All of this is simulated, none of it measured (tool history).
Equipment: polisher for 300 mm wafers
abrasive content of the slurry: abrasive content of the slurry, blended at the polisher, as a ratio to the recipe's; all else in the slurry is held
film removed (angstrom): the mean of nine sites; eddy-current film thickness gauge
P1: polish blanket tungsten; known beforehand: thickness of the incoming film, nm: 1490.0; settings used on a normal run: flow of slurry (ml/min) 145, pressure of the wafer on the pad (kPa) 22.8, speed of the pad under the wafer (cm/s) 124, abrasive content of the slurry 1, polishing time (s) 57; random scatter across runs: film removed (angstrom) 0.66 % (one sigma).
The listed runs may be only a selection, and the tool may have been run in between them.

| run | hour | flow of slurry (ml/min) | pressure of the wafer on the pad (kPa) | speed of the pad under the wafer (cm/s) | abrasive content of the slurry | polishing time (s) | wafers polished on this pad | hours since the slurry nozzle was cleaned | hours since the head pressure was calibrated | hours since the slurry blender was calibrated | hours since the slurry got fresh peroxide | film removed (angstrom) |
|---|---|---|---|---|---|---|---|---|---|---|---|---|
| 1 | 12.1 | 145 | 22.8 | 124 | 1 | 57 | 305 | 106.8 | 692 | 79.3 | 101.4 | 2840.9 |
| 2 | 22.8 | 145 | 31 | 124 | 1 | 57 | 437 | 117.5 | 702.7 | 90 | 112.1 | 3875.1 |
| 3 | 32.1 | 145 | 13.8 | 124 | 1 | 57 | 551 | 126.8 | 712 | 99.3 | 121.4 | 1761.1 |
| 4 | 42.3 | 145 | 22.8 | 124 | 1 | 57 | 677 | 137 | 722.2 | 109.5 | 131.6 | 2877.9 |
| 5 | 48.8 | 85 | 22.8 | 124 | 0.8 | 57 | 757 | 143.5 | 728.7 | 116 | 138.1 | 2411.8 |
| 6 | 57.8 | 145 | 22.8 | 124 | 1 | 57 | 868 | 152.5 | 737.7 | 125 | 147.1 | 2885.8 |
| 7 | 68.9 | 145 | 22.8 | 124 | 1.3 | 57 | 1004 | 163.6 | 748.8 | 136.1 | 158.2 | 3067.7 |
| 8 | 79.9 | 145 | 22.8 | 124 | 1 | 57 | 1140 | 174.6 | 759.8 | 147.1 | 169.2 | 2886 |
| 9 | 86.3 | 145 | 22.8 | 124 | 1 | 88 | 1218 | 181 | 766.2 | 153.5 | 175.6 | 4422.4 |
| 10 | 92.7 | 145 | 22.8 | 86 | 1 | 57 | 1297 | 187.4 | 772.6 | 159.9 | 182 | 1992.6 |
| 11 | 101.4 | 145 | 22.8 | 78 | 1.4 | 57 | 1404 | 196.1 | 781.3 | 168.6 | 190.7 | 1951.4 |
| 12 | 109.3 | 145 | 15.2 | 124 | 0.75 | 57 | 1501 | 204 | 789.2 | 176.5 | 198.6 | 1799.1 |
| 13 | 119.8 | 145 | 22.8 | 124 | 1 | 40 | 1631 | 214.5 | 799.7 | 187 | 209.1 | 1993 |
| 14 | 129.4 | 145 | 22.8 | 124 | 0.7 | 57 | 1749 | 224.1 | 809.3 | 196.6 | 218.7 | 2675.4 |
| 15 | 140.3 | 190 | 22.8 | 124 | 1 | 57 | 1883 | 235 | 820.2 | 207.5 | 229.6 | 2998.8 |
| 16 | 148.2 | 145 | 22.8 | 124 | 1 | 57 | 1980 | 242.9 | 828.1 | 215.4 | 237.5 | 2886.5 |
| 17 | 157.1 | 145 | 22.8 | 180 | 1 | 57 | 2090 | 251.8 | 837 | 224.3 | 246.4 | 4161.1 |
| 18 | 167.1 | 145 | 22.8 | 124 | 1 | 57 | 2213 | 261.8 | 847 | 234.3 | 256.4 | 2847.5 |
| 19 | 174 | 85 | 22.8 | 124 | 1 | 57 | 2298 | 268.7 | 853.9 | 241.2 | 263.3 | 2537.9 |
| 20 | 186.2 | 145 | 22.8 | 124 | 1 | 57 | 2448 | 280.9 | 866.1 | 253.4 | 275.5 | 2869 |
| 21 | 197.1 | 145 | 22.8 | 124 | 1 | 57 | 2582 | 291.8 | 877 | 264.3 | 286.4 | 2764.2 |
| 22 | 206.8 | 145 | 22.8 | 124 | 1 | 57 | 2701 | 301.5 | 886.7 | 274 | 296.1 | 2721.2 |
| 23 | 213.4 | 145 | 22.8 | 124 | 1 | 57 | 2782 | 308.1 | 893.3 | 280.6 | 302.7 | 2686.7 |
| 24 | 222.3 | 145 | 22.8 | 124 | 1 | 57 | 2892 | 317 | 902.2 | 289.5 | 311.6 | 2647.4 |
| 25 | 232.5 | 145 | 22.8 | 124 | 1 | 57 | 3017 | 327.2 | 912.4 | 299.7 | 321.8 | 2589.2 |
| 26 | 239.5 | 145 | 22.8 | 124 | 1 | 57 | 3104 | 334.2 | 919.4 | 306.7 | 328.8 | 2589.8 |
|  | 239.7 | head pressure recalibrated |
|  | 240 | slurry tank refilled with fresh slurry and peroxide |
| 27 | 246.6 | 145 | 22.8 | 124 | 1 | 57 | 3191 | 341.3 | 7 | 313.8 | 6.7 | 2578.9 |
|  | 246.7 | slurry blender recalibrated |
| 28 | 257.8 | 145 | 22.8 | 124 | 1 | 57 | 3329 | 352.5 | 18.2 | 11.2 | 17.9 | 2587.8 |
| 29 | 263.6 | 145 | 22.8 | 124 | 1 | 57 | 3400 | 358.3 | 24 | 17 | 23.7 | 2600.5 |
| 30 | 270.5 | 145 | 22.8 | 124 | 1 | 57 | 3485 | 365.2 | 30.9 | 23.9 | 30.6 | 2588.4 |
| 31 | 277.8 | 145 | 22.8 | 124 | 1 | 57 | 3575 | 372.5 | 38.2 | 31.2 | 37.9 | 2571.7 |

The log shows P1 creeping away from where it was. Any of the 2 causes listed here, at the size stated for it, fits the log just as well as the others:
A: removal rate lost through wear of the pad, % = 10
B: slurry flow missing at the pad, % = 37.9
The drift started at roughly hour 186.2.
Why every other cause is out:
head's pressure below its setpoint, %: its service at hour 239.7 followed the start of the drift and did not put the process back to its old value
abrasive missing from the slurry, %: its service at hour 246.7 followed the start of the drift and did not put the process back to its old value
peroxide lost from the slurry, %: its service at hour 240 followed the start of the drift and did not put the process back to its old value

Listed below are the offered check runs, one wafer per run, with question marks in place of results. For which of them would the causes give clearly different outcomes?
| check 1 | 285.1 | 145 | 22.8 | 176 | 1 | 57 |  |  |  |  |  | ? |
| check 2 | 285.1 | 145 | 22.8 | 124 | 1.25 | 57 |  |  |  |  |  | ? |
| check 3 | 285.1 | 85 | 22.8 | 124 | 1 | 43 |  |  |  |  |  | ? |
| check 4 | 285.1 | 145 | 22.8 | 124 | 0.8 | 57 |  |  |  |  |  | ? |

Predicted outcomes, by check and by cause:
| check | result | if A | if B |
|---|---|---|---|
| check 1 | film removed (angstrom) | 3666.7 | 3665.1 |
| check 2 | film removed (angstrom) | 2724.9 | 2723.7 |
| check 3 | film removed (angstrom) | 1725.2 | 1621 |
| check 4 | film removed (angstrom) | 2451.9 | 2450.9 |
Gap, in per cent, between the two causes that each check separates least, read from the result that separates them most: check 1 0.04 %; check 2 0.04 %; check 3 6.23 %; check 4 0.04 %
Check 3 is the one run that separates the causes; every other check would come out nearly the same whichever cause is at work.

Check 3 was then run and gave: film removed (angstrom) 1713. Which cause is it?

It was cause A: removal rate lost through wear of the pad, %.

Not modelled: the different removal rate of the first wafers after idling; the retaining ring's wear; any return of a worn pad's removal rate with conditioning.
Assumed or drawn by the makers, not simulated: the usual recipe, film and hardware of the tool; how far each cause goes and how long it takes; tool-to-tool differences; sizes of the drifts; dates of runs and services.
